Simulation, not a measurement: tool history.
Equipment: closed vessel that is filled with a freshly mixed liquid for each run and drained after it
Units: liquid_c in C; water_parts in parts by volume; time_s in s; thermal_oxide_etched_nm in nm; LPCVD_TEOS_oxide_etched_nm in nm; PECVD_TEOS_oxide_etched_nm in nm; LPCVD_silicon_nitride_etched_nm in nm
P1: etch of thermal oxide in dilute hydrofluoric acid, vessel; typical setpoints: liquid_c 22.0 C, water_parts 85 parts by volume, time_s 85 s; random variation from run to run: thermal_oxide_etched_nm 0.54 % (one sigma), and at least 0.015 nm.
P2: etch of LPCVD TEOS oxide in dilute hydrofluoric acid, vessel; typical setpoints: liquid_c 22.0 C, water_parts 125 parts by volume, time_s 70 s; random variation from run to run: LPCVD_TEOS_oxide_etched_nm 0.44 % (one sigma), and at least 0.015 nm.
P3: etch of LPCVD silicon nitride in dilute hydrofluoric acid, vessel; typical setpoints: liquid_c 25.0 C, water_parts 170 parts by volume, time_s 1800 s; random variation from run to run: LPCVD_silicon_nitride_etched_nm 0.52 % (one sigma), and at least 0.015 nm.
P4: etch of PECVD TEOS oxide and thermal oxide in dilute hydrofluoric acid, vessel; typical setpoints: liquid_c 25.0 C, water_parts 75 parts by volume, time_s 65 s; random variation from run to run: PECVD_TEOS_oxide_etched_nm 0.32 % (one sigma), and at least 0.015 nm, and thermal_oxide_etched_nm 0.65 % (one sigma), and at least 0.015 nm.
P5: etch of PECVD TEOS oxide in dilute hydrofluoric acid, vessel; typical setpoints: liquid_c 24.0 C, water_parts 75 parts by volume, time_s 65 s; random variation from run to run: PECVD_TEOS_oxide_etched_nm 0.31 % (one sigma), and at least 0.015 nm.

run,hour,process,liquid_c,water_parts,time_s,hours since the thermometer was replaced,hours since the hydrofluoric acid flow meter was replaced,thermal_oxide_etched_nm,LPCVD_TEOS_oxide_etched_nm,PECVD_TEOS_oxide_etched_nm,LPCVD_silicon_nitride_etched_nm
1,9.7,P1,22.0,85,85,841.2,891.0,4.4683,,,
2,16.3,P1,30.0,145,85,847.8,897.6,3.3270,,,
3,22.8,P2,22.0,125,70,854.3,904.1,,28.051,,
4,31.0,P1,17.5,85,85,862.5,912.3,3.7333,,,
5,38.9,P4,25.0,45,65,870.4,920.2,7.9955,,44.535,
6,52.7,P1,22.0,85,85,884.2,934.0,4.4823,,,
7,65.6,P1,18.5,115,85,897.1,946.9,2.7981,,,
8,78.9,P1,22.0,20,50,910.4,960.2,12.2110,,,
9,86.1,P5,24.0,110,65,917.6,967.4,,,10.629,
10,94.1,P4,25.0,75,105,925.6,975.4,7.5959,,41.677,
11,107.6,P2,22.0,125,70,939.1,988.9,,28.052,,
12,117.6,P3,25.0,170,1800,949.1,998.9,,,,6.4595
13,128.7,P3,25.0,170,1800,960.2,1010.0,,,,6.4161
14,138.1,P5,18.5,75,65,969.6,1019.4,,,13.025,
15,148.7,P3,25.0,65,1800,980.2,1030.0,,,,16.7820
16,157.5,P1,26.5,85,85,989.0,1038.8,5.4094,,,
17,166.6,P1,22.0,140,85,998.1,1047.9,2.5556,,,
18,178.2,P1,22.0,85,85,1009.7,1059.5,4.5620,,,
19,186.9,P1,22.0,85,85,1018.4,1068.2,4.5517,,,
20,199.6,P3,25.0,170,2730,1031.1,1080.9,,,,9.7173
21,210.9,P2,22.0,60,70,1042.4,1092.2,,63.294,,
22,224.2,P5,24.0,75,105,1055.7,1105.5,,,26.560,
23,231.4,P5,24.0,75,65,1062.9,1112.7,,,16.387,
24,242.8,P4,25.0,75,65,1074.3,1124.1,4.6880,,25.799,
25,254.9,P4,25.0,75,65,1086.4,1136.2,4.6954,,25.661,
26,266.4,P1,22.0,40,85,1097.9,1147.7,10.0900,,,
27,280.2,P1,22.0,85,140,1111.7,1161.5,7.4137,,,
28,287.3,P1,22.0,85,30,1118.8,1168.6,1.6149,,,
29,293.6,P3,33.0,170,1800,1125.1,1174.9,,,,10.5480
30,303.6,P2,22.0,125,30,1135.1,1184.9,,12.011,,
31,311.0,P4,32.0,75,65,1142.5,1192.3,6.1210,,33.697,
32,324.4,P2,17.0,125,70,1155.9,1205.7,,22.904,,
33,331.2,P1,22.0,85,85,1162.7,1212.5,4.5277,,,
34,339.0,P1,22.0,85,85,1170.5,1220.3,4.4365,,,
35,346.4,P1,22.0,85,85,1177.9,1227.7,4.3461,,,
36,357.9,P1,22.0,85,85,1189.4,1239.2,4.2828,,,
37,364.4,P1,22.0,85,85,1195.9,1245.7,4.2760,,,
38,370.8,P1,22.0,85,85,1202.3,1252.1,4.2990,,,
39,379.0,P1,22.0,85,85,1210.5,1260.3,4.2107,,,

Compared with where it was, what P1 gives has crept away. Each cause listed below fits the log as well as the rest, at the size given for it:
A: hydrofluoric acid flow below the setpoint (%) = 5.28
B: liquid colder than its thermometer reads (K) = 1.46
The process output started creeping at around hour 331.2.

The 4 check runs listed below each average the results of 2 wafers, and their outcomes are marked with question marks. Under which run would the listed causes produce clearly different results?
check 1,387.2,P4,25.0,75,65,,,?,,?,
check 2,387.2,P3,25.0,170,1800,,,,,,?
check 3,387.2,P5,24.0,75,65,,,,,?,
check 4,387.2,P2,22.0,125,70,,,,?,,

If the cause were each of the candidates in turn, the checks would give the following:
check,result,if A,if B
check 1,thermal_oxide_etched_nm,4.3608,4.3647
check 1,PECVD_TEOS_oxide_etched_nm,24.226,24.247
check 2,LPCVD_silicon_nitride_etched_nm,6.0804,5.8464
check 3,PECVD_TEOS_oxide_etched_nm,15.412,15.416
check 4,LPCVD_TEOS_oxide_etched_nm,26.278,26.378
Gap, in per cent, between the two causes that each check separates least, read from the result that separates them most: check 1 0.09 %; check 2 3.92 %; check 3 0.03 %; check 4 0.38 %
The other checks would show nearly matching results whichever cause is true, so check 2 is the only one that separates the causes.

Here is what check 2 returned: LPCVD_silicon_nitride_etched_nm 5.8592 nm. Which cause is it?

Of the candidate causes, it is B: liquid colder than its thermometer reads (K).
